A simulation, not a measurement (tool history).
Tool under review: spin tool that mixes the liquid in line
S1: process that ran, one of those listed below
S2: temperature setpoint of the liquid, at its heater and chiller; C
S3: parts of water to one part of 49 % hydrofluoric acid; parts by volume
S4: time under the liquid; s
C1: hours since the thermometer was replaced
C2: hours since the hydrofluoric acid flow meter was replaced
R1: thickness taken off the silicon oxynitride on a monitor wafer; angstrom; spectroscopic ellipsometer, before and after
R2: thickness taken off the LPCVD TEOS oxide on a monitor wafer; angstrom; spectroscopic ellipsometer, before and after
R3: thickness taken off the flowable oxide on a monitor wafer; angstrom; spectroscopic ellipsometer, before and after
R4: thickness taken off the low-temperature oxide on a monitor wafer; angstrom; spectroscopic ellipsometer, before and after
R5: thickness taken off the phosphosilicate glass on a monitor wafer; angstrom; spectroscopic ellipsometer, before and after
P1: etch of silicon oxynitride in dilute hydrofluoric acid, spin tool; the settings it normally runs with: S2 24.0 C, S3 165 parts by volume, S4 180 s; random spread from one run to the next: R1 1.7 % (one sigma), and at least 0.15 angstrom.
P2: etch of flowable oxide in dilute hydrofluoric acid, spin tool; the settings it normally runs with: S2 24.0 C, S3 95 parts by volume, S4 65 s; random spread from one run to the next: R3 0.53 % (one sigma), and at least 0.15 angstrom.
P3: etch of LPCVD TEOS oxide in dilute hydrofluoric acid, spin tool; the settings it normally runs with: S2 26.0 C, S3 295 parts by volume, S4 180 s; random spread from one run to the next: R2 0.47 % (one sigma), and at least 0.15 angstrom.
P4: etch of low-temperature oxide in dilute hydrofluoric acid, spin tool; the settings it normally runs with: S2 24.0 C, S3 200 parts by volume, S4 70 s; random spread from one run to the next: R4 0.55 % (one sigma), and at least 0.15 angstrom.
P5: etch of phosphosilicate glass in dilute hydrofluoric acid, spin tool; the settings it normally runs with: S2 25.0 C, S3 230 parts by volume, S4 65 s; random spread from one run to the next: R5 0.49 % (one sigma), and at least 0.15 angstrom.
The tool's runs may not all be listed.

run,hour,S1,S2,S3,S4,C1,C2,R1,R2,R3,R4,R5
1,3.2,P1,24.0,165,180,866.4,162.2,16.3660,,,,
2,5.1,P1,24.0,255,180,868.3,164.1,9.7921,,,,
3,9.0,P3,26.0,295,305,872.2,168.0,,319.95,,,
4,13.0,P2,24.0,95,65,876.2,172.0,,,222.99,,
5,16.1,P1,30.0,165,180,879.3,175.1,20.9020,,,,
6,20.3,P2,24.0,95,120,883.5,179.3,,,411.40,,
7,24.1,P1,24.0,165,180,887.3,183.1,16.4050,,,,
8,26.3,P1,24.0,165,360,889.5,185.3,32.3870,,,,
9,28.3,P4,24.0,35,70,891.5,187.3,,,,413.220,
10,32.1,P5,30.5,230,65,895.3,191.1,,,,,315.790
11,34.9,P2,30.0,95,65,898.1,193.9,,,281.97,,
12,37.8,P4,29.5,200,70,901.0,196.8,,,,71.480,
13,41.0,P1,24.0,165,180,904.2,200.0,16.3870,,,,
14,43.0,P1,19.5,165,180,906.2,202.0,13.0780,,,,
# hour 45.2: thermometer replaced
15,45.2,P4,24.0,200,70,0.0,204.2,,,,59.296,
16,48.4,P2,24.0,25,65,3.2,207.4,,,942.09,,
17,51.7,P3,26.0,100,180,6.5,210.7,,704.63,,,
18,53.7,P3,31.5,295,180,8.5,212.7,,227.20,,,
19,57.3,P3,26.0,295,180,12.1,216.3,,190.54,,,
20,59.3,P4,24.0,200,40,14.1,218.3,,,,33.586,
21,61.5,P1,24.0,240,265,16.3,220.5,15.0130,,,,
# hour 62.8: hydrofluoric acid flow meter replaced
22,64.5,P1,24.0,40,180,19.3,1.8,76.6800,,,,
23,68.5,P5,25.0,230,20,23.3,5.8,,,,,79.729

What does the tool deliver on the next run?
24,70.7,P1,24.0,165,45,25.5,8.0,?,,,,

Run 24 yielded R1 4.2508 angstrom.
